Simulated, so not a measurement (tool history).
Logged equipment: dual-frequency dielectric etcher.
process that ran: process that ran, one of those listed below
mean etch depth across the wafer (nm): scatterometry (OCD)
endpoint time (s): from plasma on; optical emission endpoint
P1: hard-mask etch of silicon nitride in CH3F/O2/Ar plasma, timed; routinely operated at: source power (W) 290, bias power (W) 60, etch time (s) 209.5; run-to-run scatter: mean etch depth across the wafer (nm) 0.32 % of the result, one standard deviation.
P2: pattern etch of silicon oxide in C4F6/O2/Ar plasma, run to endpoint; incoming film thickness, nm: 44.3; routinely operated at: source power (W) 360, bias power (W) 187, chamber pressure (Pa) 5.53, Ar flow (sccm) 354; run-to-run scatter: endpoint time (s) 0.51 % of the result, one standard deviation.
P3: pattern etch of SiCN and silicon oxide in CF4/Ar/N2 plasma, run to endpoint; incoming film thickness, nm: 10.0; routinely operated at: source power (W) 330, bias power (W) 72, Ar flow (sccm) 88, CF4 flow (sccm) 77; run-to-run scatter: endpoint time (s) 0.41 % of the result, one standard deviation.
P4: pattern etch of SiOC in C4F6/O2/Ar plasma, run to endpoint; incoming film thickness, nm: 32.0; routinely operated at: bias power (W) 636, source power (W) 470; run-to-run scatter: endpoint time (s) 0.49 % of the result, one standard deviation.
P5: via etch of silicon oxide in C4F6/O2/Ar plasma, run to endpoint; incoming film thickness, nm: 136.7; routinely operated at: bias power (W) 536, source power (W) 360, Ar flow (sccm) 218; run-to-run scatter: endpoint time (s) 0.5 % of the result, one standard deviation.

run   hour  process that ran  source power (W)  bias power (W)  etch time (s)  chamber pressure (Pa)  Ar flow (sccm)  CF4 flow (sccm)  hours since the last wet clean  hours since the last source power generator calibration  hours since the last bias power generator calibration  mean etch depth across the wafer (nm)  endpoint time (s)
  1    5.9                P1               290              60          209.5                                                                                   124.2                                                   2003.7                                                  582.7                                 120.42
  2   12.2                P2               360             187                                  6.67             354                                            130.5                                                     2010                                                    589                                                    16.473
  3   16.8                P5               360             337                                                   218                                            135.1                                                   2014.6                                                  593.6                                                    35.569
  4   24.9                P1               340              60          209.5                                                                                   143.2                                                   2022.7                                                  601.7                                 128.45
  5     34                P3               330              72                                                   109               77                           152.3                                                   2031.8                                                  610.8                                                    15.594
  6   40.3                P5               360             536                                                   218                                            158.6                                                   2038.1                                                  617.1                                                    29.603
  7   45.6                P3               460              72                                                    88               77                           163.9                                                   2043.4                                                  622.4                                                    11.202
  8   54.5                P2               360             235                                  5.53             354                                            172.8                                                   2052.3                                                  631.3                                                    14.896
  9   59.3                P5               360             536                                                   272                                            177.6                                                   2057.1                                                  636.1                                                     30.71
 10   67.1                P3               330              50                                                    88               77                           185.4                                                   2064.9                                                  643.9                                                     16.96
 11     72                P1               290              60            308                                                                                   190.3                                                   2069.8                                                  648.8                                 177.42
 12   77.7                P3               330              72                                                    88               77                             196                                                   2075.5                                                  654.5                                                    15.147
 13   83.8                P4               470             382                                                                                                  202.1                                                   2081.6                                                  660.6                                                     10.95
 14   88.7                P2               360             187                                  5.53             354                                              207                                                   2086.5                                                  665.5                                                    15.988
 15   96.6                P4               560             636                                                                                                  214.9                                                   2094.4                                                  673.4                                                    8.4468
 16  102.1                P1               290              60          209.5                                                                                   220.4                                                   2099.9                                                  678.9                                  120.9
 17  111.2                P1               290              60          209.5                                                                                   229.5                                                     2109                                                    688                                 120.66
 18    118                P2               360             187                                  5.53             474                                            236.3                                                   2115.8                                                  694.8                                                    16.674
     125.6  -- wet clean of the chamber
 19  127.3                P5               250             536                                                   218                                              1.8                                                   2125.1                                                  704.1                                                    34.372
 20  136.3                P1               220              60          209.5                                                                                    10.8                                                   2134.1                                                  713.1                                  108.4
 21  141.1                P2               360             187                                  5.53             354                                             15.6                                                   2138.9                                                  717.9                                                    16.109
 22  147.2                P1               290              60          209.5                                                                                    21.7                                                     2145                                                    724                                 121.24
 23    152                P1               290              46          209.5                                                                                    26.5                                                   2149.8                                                  728.8                                 110.95
 24  157.4                P1               290              60          131.5                                                                                    31.9                                                   2155.2                                                  734.2                                 75.824
 25  165.5                P1               290              83          209.5                                                                                      40                                                   2163.3                                                  742.3                                 135.04
 26  172.2                P3               330              72                                                    88               77                            46.7                                                     2170                                                    749                                                    15.162
 27  181.4                P4               470             636                                                                                                   55.9                                                   2179.2                                                  758.2                                                    9.0475
     183.1  -- bias power generator calibrated
 28  189.4                P2               490             187                                  5.53             354                                             63.9                                                   2187.2                                                    6.4                                                    14.222
 29  193.9                P1               290              60          209.5                                                                                    68.4                                                   2191.7                                                   10.9                                 120.86
 30  200.5                P1               370              60          168.5                                                                                      75                                                   2198.3                                                   17.5                                 106.76
 31  208.2                P3               330              72                                                    88              108                            82.7                                                     2206                                                   25.2                                                    14.495
 32  216.1                P1               290              60          209.5                                                                                    90.6                                                   2213.9                                                   33.1                                 120.92
 33  222.1                P1               290              60          209.5                                                                                    96.6                                                   2219.9                                                   39.1                                 121.73
 34  229.1                P1               290              60          209.5                                                                                   103.6                                                   2226.9                                                   46.1                                 122.17
     233.7  -- wet clean of the chamber
 35  236.1                P1               290              60          209.5                                                                                     2.5                                                   2233.9                                                   53.1                                 122.61
 36  240.5                P1               290              60          209.5                                                                                     6.9                                                   2238.3                                                   57.5                                 122.63
 37  245.8                P1               290              60          209.5                                                                                    12.2                                                   2243.6                                                   62.8                                    123
 38  254.9                P1               290              60          209.5                                                                                    21.3                                                   2252.7                                                   71.9                                 122.38
 39  261.4                P1               290              60          209.5                                                                                    27.8                                                   2259.2                                                   78.4                                 122.66

The output of P1 has drifted from where it used to be. Each of the 2 causes below, taken at the size shown beside it, accounts for the log equally well:
A: bias power that arrives over what is set, % = 4.83
B: source power that arrives over what is set, % = 4.29
The onset of the drift is placed at about hour 216.1.
Why every other cause is out:
chamber walls in a state that raises the etch rate, %: was serviced at hour 233.7, once the creep was under way, yet the earlier output never came back

Consider the 4 check runs below, whose results appear as question marks and each of which averages 2 wafers. Which one distinguishes the causes, in that each cause would give it a clearly different result?
check 1  267.9                P3               330              72                                                    88               77                                                                                                                                                                                                         ?
check 2  267.9                P4               470             636                                                                                                                                                                                                                                                                                ?
check 3  267.9                P2               360             187                                  5.53             354                                                                                                                                                                                                                          ?
check 4  267.9                P5               360             536                                                   218                                                                                                                                                                                                                          ?

How each check would come out, cause by cause:
  check             result    if A    if B
check 1  endpoint time (s)  14.884  14.571
check 2  endpoint time (s)  8.8676  8.8919
check 3  endpoint time (s)  15.826  15.809
check 4  endpoint time (s)  29.513  29.588
Per check, the gap between the least separated pair of causes, taken in the result that splits them most: check 1 2.13 %; check 2 0.27 %; check 3 0.11 %; check 4 0.25 %
Only check 1 tells the causes apart: in the others they would give nearly the same result.

Running check 1 produced the following: endpoint time (s) 14.902. Which one of the listed causes fits?

It was cause A: bias power that arrives over what is set, %.

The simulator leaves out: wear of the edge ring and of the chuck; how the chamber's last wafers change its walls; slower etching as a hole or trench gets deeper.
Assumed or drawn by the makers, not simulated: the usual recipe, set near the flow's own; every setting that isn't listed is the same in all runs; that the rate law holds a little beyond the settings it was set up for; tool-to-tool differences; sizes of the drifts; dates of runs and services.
